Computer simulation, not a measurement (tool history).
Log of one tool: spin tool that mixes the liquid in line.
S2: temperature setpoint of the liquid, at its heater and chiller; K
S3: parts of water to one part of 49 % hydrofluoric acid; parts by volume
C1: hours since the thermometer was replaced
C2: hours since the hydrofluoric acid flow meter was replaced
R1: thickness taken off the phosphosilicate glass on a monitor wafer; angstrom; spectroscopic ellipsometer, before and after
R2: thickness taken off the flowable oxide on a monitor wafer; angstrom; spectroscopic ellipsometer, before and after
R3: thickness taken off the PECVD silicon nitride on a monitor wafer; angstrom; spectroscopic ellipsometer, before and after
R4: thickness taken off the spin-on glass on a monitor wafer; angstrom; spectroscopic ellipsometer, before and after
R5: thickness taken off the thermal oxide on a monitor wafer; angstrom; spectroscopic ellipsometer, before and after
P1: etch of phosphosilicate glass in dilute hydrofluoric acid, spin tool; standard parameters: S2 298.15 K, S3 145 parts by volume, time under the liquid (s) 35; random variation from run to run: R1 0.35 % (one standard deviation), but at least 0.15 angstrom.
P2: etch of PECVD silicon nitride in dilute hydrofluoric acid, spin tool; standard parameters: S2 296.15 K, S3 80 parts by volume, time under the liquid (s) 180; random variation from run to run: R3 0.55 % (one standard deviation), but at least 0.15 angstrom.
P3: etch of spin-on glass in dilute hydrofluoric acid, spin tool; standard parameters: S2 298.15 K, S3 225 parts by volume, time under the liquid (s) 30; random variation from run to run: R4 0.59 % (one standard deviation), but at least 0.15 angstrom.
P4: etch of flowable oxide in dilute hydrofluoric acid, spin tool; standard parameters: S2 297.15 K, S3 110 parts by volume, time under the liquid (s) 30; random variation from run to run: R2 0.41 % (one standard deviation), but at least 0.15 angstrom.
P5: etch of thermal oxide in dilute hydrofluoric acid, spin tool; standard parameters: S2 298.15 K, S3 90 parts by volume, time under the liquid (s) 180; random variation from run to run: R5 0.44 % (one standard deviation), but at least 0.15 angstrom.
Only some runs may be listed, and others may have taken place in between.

run 1 hour=11.4 | process_that_ran=P1 S2=298.15 S3=145 time_under_the_liquid_(s)=35 | C1=381.2 C2=427.8 | R1=389.73
run 2 hour=20 | process_that_ran=P1 S2=298.15 S3=255 time_under_the_liquid_(s)=35 | C1=389.8 C2=436.4 | R1=194.96
run 3 hour=32.4 | process_that_ran=P1 S2=298.15 S3=145 time_under_the_liquid_(s)=20 | C1=402.2 C2=448.8 | R1=223.29
run 4 hour=41.3 | process_that_ran=P1 S2=292.15 S3=145 time_under_the_liquid_(s)=55 | C1=411.1 C2=457.7 | R1=481.06
run 5 hour=49.4 | process_that_ran=P4 S2=297.15 S3=110 time_under_the_liquid_(s)=30 | C1=419.2 C2=465.8 | R2=84.193
-- hour=50.3 thermometer replaced
run 6 hour=56.9 | process_that_ran=P1 S2=306.15 S3=145 time_under_the_liquid_(s)=35 | C1=6.6 C2=473.3 | R1=523.04
run 7 hour=63.9 | process_that_ran=P1 S2=298.15 S3=30 time_under_the_liquid_(s)=35 | C1=13.6 C2=480.3 | R1=2183.7
run 8 hour=73.6 | process_that_ran=P1 S2=298.15 S3=145 time_under_the_liquid_(s)=35 | C1=23.3 C2=490 | R1=388.52
run 9 hour=85.6 | process_that_ran=P4 S2=303.65 S3=110 time_under_the_liquid_(s)=30 | C1=35.3 C2=502 | R2=107.9
run 10 hour=94.3 | process_that_ran=P4 S2=297.15 S3=110 time_under_the_liquid_(s)=15 | C1=44 C2=510.7 | R2=42.059
run 11 hour=108.2 | process_that_ran=P1 S2=298.15 S3=145 time_under_the_liquid_(s)=35 | C1=57.9 C2=524.6 | R1=388.39
run 12 hour=116.6 | process_that_ran=P1 S2=295.15 S3=145 time_under_the_liquid_(s)=60 | C1=66.3 C2=533 | R1=594.44
run 13 hour=128.6 | process_that_ran=P2 S2=302.65 S3=80 time_under_the_liquid_(s)=180 | C1=78.3 C2=545 | R3=76.833
run 14 hour=136 | process_that_ran=P3 S2=298.15 S3=225 time_under_the_liquid_(s)=15 | C1=85.7 C2=552.4 | R4=25.366
run 15 hour=148.6 | process_that_ran=P4 S2=297.15 S3=110 time_under_the_liquid_(s)=30 | C1=98.3 C2=565 | R2=83.527
run 16 hour=159.2 | process_that_ran=P2 S2=296.15 S3=80 time_under_the_liquid_(s)=355 | C1=108.9 C2=575.6 | R3=98.434
run 17 hour=168.9 | process_that_ran=P3 S2=298.15 S3=225 time_under_the_liquid_(s)=30 | C1=118.6 C2=585.3 | R4=50.842
run 18 hour=181.9 | process_that_ran=P5 S2=298.15 S3=90 time_under_the_liquid_(s)=55 | C1=131.6 C2=598.3 | R5=30.367
-- hour=189.3 hydrofluoric acid flow meter replaced
run 19 hour=191.4 | process_that_ran=P3 S2=298.15 S3=115 time_under_the_liquid_(s)=30 | C1=141.1 C2=2.2 | R4=113.39
run 20 hour=198.2 | process_that_ran=P1 S2=291.15 S3=145 time_under_the_liquid_(s)=35 | C1=147.9 C2=9 | R1=294.1
run 21 hour=205.5 | process_that_ran=P2 S2=296.15 S3=135 time_under_the_liquid_(s)=180 | C1=155.2 C2=16.3 | R3=30.153
run 22 hour=217 | process_that_ran=P2 S2=296.15 S3=80 time_under_the_liquid_(s)=180 | C1=166.7 C2=27.8 | R3=50.007
run 23 hour=230.7 | process_that_ran=P5 S2=304.65 S3=90 time_under_the_liquid_(s)=180 | C1=180.4 C2=41.5 | R5=128.81
run 24 hour=241.1 | process_that_ran=P4 S2=297.15 S3=150 time_under_the_liquid_(s)=30 | C1=190.8 C2=51.9 | R2=59.421
run 25 hour=247.2 | process_that_ran=P3 S2=298.15 S3=225 time_under_the_liquid_(s)=30 | C1=196.9 C2=58 | R4=50.379
run 26 hour=261.1 | process_that_ran=P1 S2=298.15 S3=145 time_under_the_liquid_(s)=35 | C1=210.8 C2=71.9 | R1=390.46
run 27 hour=271.6 | process_that_ran=P1 S2=298.15 S3=145 time_under_the_liquid_(s)=35 | C1=221.3 C2=82.4 | R1=392.07
run 28 hour=280.8 | process_that_ran=P5 S2=298.15 S3=135 time_under_the_liquid_(s)=180 | C1=230.5 C2=91.6 | R5=62.604
run 29 hour=288 | process_that_ran=P2 S2=296.15 S3=80 time_under_the_liquid_(s)=180 | C1=237.7 C2=98.8 | R3=50.35
run 30 hour=296.1 | process_that_ran=P1 S2=298.15 S3=100 time_under_the_liquid_(s)=55 | C1=245.8 C2=106.9 | R1=940.46
run 31 hour=308.9 | process_that_ran=P3 S2=291.65 S3=225 time_under_the_liquid_(s)=30 | C1=258.6 C2=119.7 | R4=40.08
run 32 hour=315.8 | process_that_ran=P1 S2=298.15 S3=145 time_under_the_liquid_(s)=35 | C1=265.5 C2=126.6 | R1=388.02
run 33 hour=327.2 | process_that_ran=P1 S2=298.15 S3=145 time_under_the_liquid_(s)=55 | C1=276.9 C2=138 | R1=610.72
run 34 hour=340.3 | process_that_ran=P5 S2=298.15 S3=90 time_under_the_liquid_(s)=180 | C1=290 C2=151.1 | R5=99.725
run 35 hour=348.5 | process_that_ran=P1 S2=298.15 S3=145 time_under_the_liquid_(s)=35 | C1=298.2 C2=159.3 | R1=388.14
run 36 hour=362.2 | process_that_ran=P1 S2=298.15 S3=145 time_under_the_liquid_(s)=35 | C1=311.9 C2=173 | R1=372.83
run 37 hour=374.5 | process_that_ran=P1 S2=298.15 S3=145 time_under_the_liquid_(s)=35 | C1=324.2 C2=185.3 | R1=367.63
run 38 hour=388.1 | process_that_ran=P1 S2=298.15 S3=145 time_under_the_liquid_(s)=35 | C1=337.8 C2=198.9 | R1=360.83
run 39 hour=402.3 | process_that_ran=P1 S2=298.15 S3=145 time_under_the_liquid_(s)=35 | C1=352 C2=213.1 | R1=359.02

Estimate the outcome of run 40 from the log above:
run 40 hour=416.2 | process_that_ran=P1 S2=298.15 S3=145 time_under_the_liquid_(s)=35 | C1=365.9 C2=227 | R1=?

R1: 356.3 angstrom
